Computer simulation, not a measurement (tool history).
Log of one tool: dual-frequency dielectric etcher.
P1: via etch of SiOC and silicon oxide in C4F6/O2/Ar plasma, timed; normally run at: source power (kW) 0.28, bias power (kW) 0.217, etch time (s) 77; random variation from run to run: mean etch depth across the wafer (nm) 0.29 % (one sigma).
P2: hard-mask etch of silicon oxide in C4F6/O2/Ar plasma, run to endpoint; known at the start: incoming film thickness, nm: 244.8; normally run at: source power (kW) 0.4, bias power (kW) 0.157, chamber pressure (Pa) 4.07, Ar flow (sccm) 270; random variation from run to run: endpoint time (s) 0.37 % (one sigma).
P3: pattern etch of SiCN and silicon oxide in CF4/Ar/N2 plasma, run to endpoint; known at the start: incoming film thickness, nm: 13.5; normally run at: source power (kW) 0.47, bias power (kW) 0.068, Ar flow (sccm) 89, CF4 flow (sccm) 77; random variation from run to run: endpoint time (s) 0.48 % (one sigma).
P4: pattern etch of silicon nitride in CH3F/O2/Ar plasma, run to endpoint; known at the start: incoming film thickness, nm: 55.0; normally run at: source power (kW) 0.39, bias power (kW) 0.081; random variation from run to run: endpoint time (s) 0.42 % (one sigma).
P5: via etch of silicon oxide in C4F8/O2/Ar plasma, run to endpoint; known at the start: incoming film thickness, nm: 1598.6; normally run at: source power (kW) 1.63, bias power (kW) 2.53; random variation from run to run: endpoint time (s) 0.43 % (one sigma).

run	hour	process that ran	source power (kW)	bias power (kW)	etch time (s)	Ar flow (sccm)	CF4 flow (sccm)	chamber pressure (Pa)	hours since the last wet clean	hours since the last source power generator calibration	hours since the last bias power generator calibration	mean etch depth across the wafer (nm)	endpoint time (s)
1	10.5	P1	0.28	0.217	77				93.3	2613.4	1544.1	81.321	
2	23.7	P1	0.28	0.217	77				106.5	2626.6	1557.3	81.256	
3	33.3	P1	0.28	0.217	77				116.1	2636.2	1566.9	81.572	
4	43.3	P3	0.47	0.093		89	77		126.1	2646.2	1576.9		13.447
5	60.9	P1	0.34	0.217	77				143.7	2663.8	1594.5	87.651	
# hour 69.6: bias power generator calibrated
6	72.6	P3	0.47	0.068		89	77		155.4	2675.5	3		14.872
7	88.4	P1	0.28	0.217	77				171.2	2691.3	18.8	81.635	
8	100.2	P2	0.4	0.157		270		4.07	183	2703.1	30.6		82.224
9	109.2	P2	0.53	0.157		270		4.07	192	2712.1	39.6		73.52
10	126.7	P2	0.4	0.157		325		4.07	209.5	2729.6	57.1		83.843
11	139.1	P4	0.5	0.081					221.9	2742	69.5		68.097
12	147.8	P1	0.28	0.217	77				230.6	2750.7	78.2	81.656	
13	165.3	P1	0.28	0.217	77				248.1	2768.2	95.7	81.4	
14	178.7	P1	0.28	0.217	53.5				261.5	2781.6	109.1	56.772	
15	195.3	P1	0.21	0.217	77				278.1	2798.2	125.7	73.134	
16	209.5	P1	0.28	0.152	77				292.3	2812.4	139.9	72.261	
17	221.7	P3	0.36	0.068		89	77		304.5	2824.6	152.1		18.846
18	237.8	P4	0.39	0.081					320.6	2840.7	168.2		74.712
19	247.2	P1	0.28	0.217	77				330	2850.1	177.6	81.371	
20	260.6	P5	1.63	2.53					343.4	2863.5	191		314.18
21	275	P2	0.4	0.093		270		4.07	357.8	2877.9	205.4		95.556
22	283.7	P3	0.47	0.068		89	77		366.5	2886.6	214.1		14.913
23	298.3	P1	0.28	0.217	95				381.1	2901.2	228.7	100.17	
24	313.9	P1	0.28	0.257	77				396.7	2916.8	244.3	86.391	
25	323.4	P4	0.39	0.065					406.2	2926.3	253.8		80.582
26	339.2	P1	0.19	0.262	77				422	2942.1	269.6	74.79	
27	351.8	P2	0.4	0.157		270		5.47	434.6	2954.7	282.2		85.036
28	363.3	P5	2.04	2.53					446.1	2966.2	293.7		286.84
29	375.8	P3	0.47	0.068		89	54		458.6	2978.7	306.2		15.552
30	384.7	P5	1.63	3.489					467.5	2987.6	315.1		283.37
31	394.9	P4	0.39	0.081					477.7	2997.8	325.3		73.659
32	406.4	P1	0.28	0.156	96.5				489.2	3009.3	336.8	91.488	
33	423.8	P3	0.47	0.068		64	77		506.6	3026.7	354.2		14.177
34	439.8	P1	0.28	0.217	77				522.6	3042.7	370.2	80.872	
35	453.4	P1	0.28	0.217	77				536.2	3056.3	383.8	82.016	
36	467.8	P1	0.28	0.217	77				550.6	3070.7	398.2	82.621	
37	484.7	P1	0.28	0.217	77				567.5	3087.6	415.1	82.502	
# hour 489.5: wet clean of the chamber
38	495.1	P1	0.28	0.217	77				5.6	3098	425.5	82.543	
39	508	P1	0.28	0.217	77				18.5	3110.9	438.4	82.536	
40	523.9	P1	0.28	0.217	77				34.4	3126.8	454.3	82.536	

What P1 gives has crept away from where it was. These 2 causes fit the log equally well, each at the size given:
A: source power that arrives over what is set, % = 4.07
B: bias power that arrives over what is set, % = 4.52
The creep began at about hour 439.8.
Why every other cause is out:
chamber walls in a state that raises the etch rate, %: serviced at hour 489.5, which brought nothing back

4 check runs are offered, each on 3 wafers whose results are averaged, their results left as question marks. Which one tells the causes apart?
check 1	539.8	P4	0.39	0.081									?
check 2	539.8	P5	1.63	2.53									?
check 3	539.8	P3	0.47	0.068		89	77						?
check 4	539.8	P2	0.4	0.157		270		4.07					?

What each check would give under each cause:
check	result	if A	if B
check 1	endpoint time (s)	73.231	73.186
check 2	endpoint time (s)	309.02	309.68
check 3	endpoint time (s)	14.349	14.656
check 4	endpoint time (s)	81.185	81.352
How far apart the two closest causes lie, in the result that separates them most: check 1 0.06 %; check 2 0.21 %; check 3 2.11 %; check 4 0.21 %
Only check 3 tells the causes apart: in the others they would give nearly the same result.

Check 3 was then run and gave: endpoint time (s) 14.669. Which cause is it?

It is B: bias power that arrives over what is set, %.
